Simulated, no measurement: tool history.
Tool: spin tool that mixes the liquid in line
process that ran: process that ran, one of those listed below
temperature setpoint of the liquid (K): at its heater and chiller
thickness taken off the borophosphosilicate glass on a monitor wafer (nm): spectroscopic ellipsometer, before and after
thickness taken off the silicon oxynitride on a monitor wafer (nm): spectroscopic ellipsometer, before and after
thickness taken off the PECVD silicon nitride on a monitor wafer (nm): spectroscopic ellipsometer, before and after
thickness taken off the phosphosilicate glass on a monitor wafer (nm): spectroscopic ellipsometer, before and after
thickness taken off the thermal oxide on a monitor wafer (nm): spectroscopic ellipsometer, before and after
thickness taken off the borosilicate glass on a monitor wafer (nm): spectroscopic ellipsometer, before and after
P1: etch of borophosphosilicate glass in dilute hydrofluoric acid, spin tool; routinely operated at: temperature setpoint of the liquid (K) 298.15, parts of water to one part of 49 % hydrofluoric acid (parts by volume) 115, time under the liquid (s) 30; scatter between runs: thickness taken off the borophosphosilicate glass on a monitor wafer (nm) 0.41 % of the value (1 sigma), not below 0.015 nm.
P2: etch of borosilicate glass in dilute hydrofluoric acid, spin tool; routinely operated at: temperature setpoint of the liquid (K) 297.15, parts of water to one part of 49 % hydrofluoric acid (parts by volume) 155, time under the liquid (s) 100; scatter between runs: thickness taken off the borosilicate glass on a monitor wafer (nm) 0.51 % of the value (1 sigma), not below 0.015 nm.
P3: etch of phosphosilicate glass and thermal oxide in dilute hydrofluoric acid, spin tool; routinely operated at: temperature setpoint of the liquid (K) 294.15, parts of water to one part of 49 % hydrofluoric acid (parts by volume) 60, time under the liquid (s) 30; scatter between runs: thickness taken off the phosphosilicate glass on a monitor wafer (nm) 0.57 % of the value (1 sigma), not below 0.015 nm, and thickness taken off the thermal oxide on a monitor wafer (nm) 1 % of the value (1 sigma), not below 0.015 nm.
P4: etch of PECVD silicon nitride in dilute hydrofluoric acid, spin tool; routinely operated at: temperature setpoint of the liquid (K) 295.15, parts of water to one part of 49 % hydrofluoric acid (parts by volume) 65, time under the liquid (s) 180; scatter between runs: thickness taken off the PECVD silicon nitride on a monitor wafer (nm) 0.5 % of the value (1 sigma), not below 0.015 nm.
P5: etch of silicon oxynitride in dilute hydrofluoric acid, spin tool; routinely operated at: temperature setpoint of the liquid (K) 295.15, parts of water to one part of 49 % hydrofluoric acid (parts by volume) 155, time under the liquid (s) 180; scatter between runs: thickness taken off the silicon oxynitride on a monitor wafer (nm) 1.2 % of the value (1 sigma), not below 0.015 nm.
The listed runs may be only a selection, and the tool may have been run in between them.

run	hour	process that ran	temperature setpoint of the liquid (K)	parts of water to one part of 49 % hydrofluoric acid (parts by volume)	time under the liquid (s)	thickness taken off the borophosphosilicate glass on a monitor wafer (nm)	thickness taken off the silicon oxynitride on a monitor wafer (nm)	thickness taken off the PECVD silicon nitride on a monitor wafer (nm)	thickness taken off the phosphosilicate glass on a monitor wafer (nm)	thickness taken off the thermal oxide on a monitor wafer (nm)	thickness taken off the borosilicate glass on a monitor wafer (nm)
1	10.3	P1	298.15	115	30	15.7210					
2	20.0	P5	295.15	155	20		0.24121				
3	27.7	P1	303.15	115	30	18.8780					
4	37.9	P4	295.15	65	315			13.2850			
5	43.1	P5	290.15	155	180		1.66460				
6	48.4	P3	294.15	60	30				51.725	2.1949	
7	58.8	P3	301.65	60	30				70.947	2.9352	
8	68.4	P5	295.15	245	180		1.27080				
9	73.3	P4	295.15	65	180			7.5902			
10	83.1	P1	298.15	115	30	15.7340					
11	92.2	P2	305.65	155	100						29.509
12	103.2	P4	295.15	65	180			7.6731			
13	108.2	P4	303.65	65	180			13.3850			
14	115.7	P5	295.15	155	180		2.11870				
15	123.2	P1	298.15	115	30	15.6780					
16	128.2	P4	295.15	30	180			16.1540			
17	136.6	P1	298.15	115	30	15.7690					
18	142.6	P3	294.15	20	30				162.990	6.9670	
19	152.3	P2	297.15	155	180						39.377
20	163.3	P5	295.15	155	180		2.16470				
21	172.2	P1	298.15	115	30	15.6590					
22	178.6	P1	298.15	190	30	8.6965					
23	186.6	P2	297.15	155	100						21.786
24	197.5	P1	298.15	115	30	15.7270					
25	204.7	P1	298.15	115	50	26.2970					
26	210.7	P1	298.15	115	15	7.8312					
27	221.7	P2	297.15	70	100						53.580
28	228.8	P2	297.15	155	100						21.751
29	238.6	P1	290.15	115	30	11.3050					
30	247.9	P1	298.15	60	30	32.1350					
31	254.1	P3	294.15	60	30				52.111	2.1946	
32	260.5	P1	301.65	55	30	40.7930					
33	271.5	P3	294.15	60	15				26.021	1.0896	
34	278.5	P1	298.15	115	30	15.6870					
35	286.5	P1	298.15	115	30	15.4610					
36	295.4	P1	298.15	115	30	15.3270					
37	302.4	P1	298.15	115	30	15.0790					
38	312.6	P1	298.15	115	30	14.9150					
39	319.1	P1	298.15	115	30	14.9550					
40	325.6	P1	298.15	115	30	14.8670					
41	335.6	P1	298.15	115	30	14.8610					
42	344.0	P1	298.15	115	30	14.8620					
43	352.7	P1	298.15	115	30	14.8290					

For run 44, what comes out?
44	358.5	P1	298.15	115	30	?					

{"run 44": {"thickness taken off the borophosphosilicate glass on a monitor wafer (nm)": 14.733}}

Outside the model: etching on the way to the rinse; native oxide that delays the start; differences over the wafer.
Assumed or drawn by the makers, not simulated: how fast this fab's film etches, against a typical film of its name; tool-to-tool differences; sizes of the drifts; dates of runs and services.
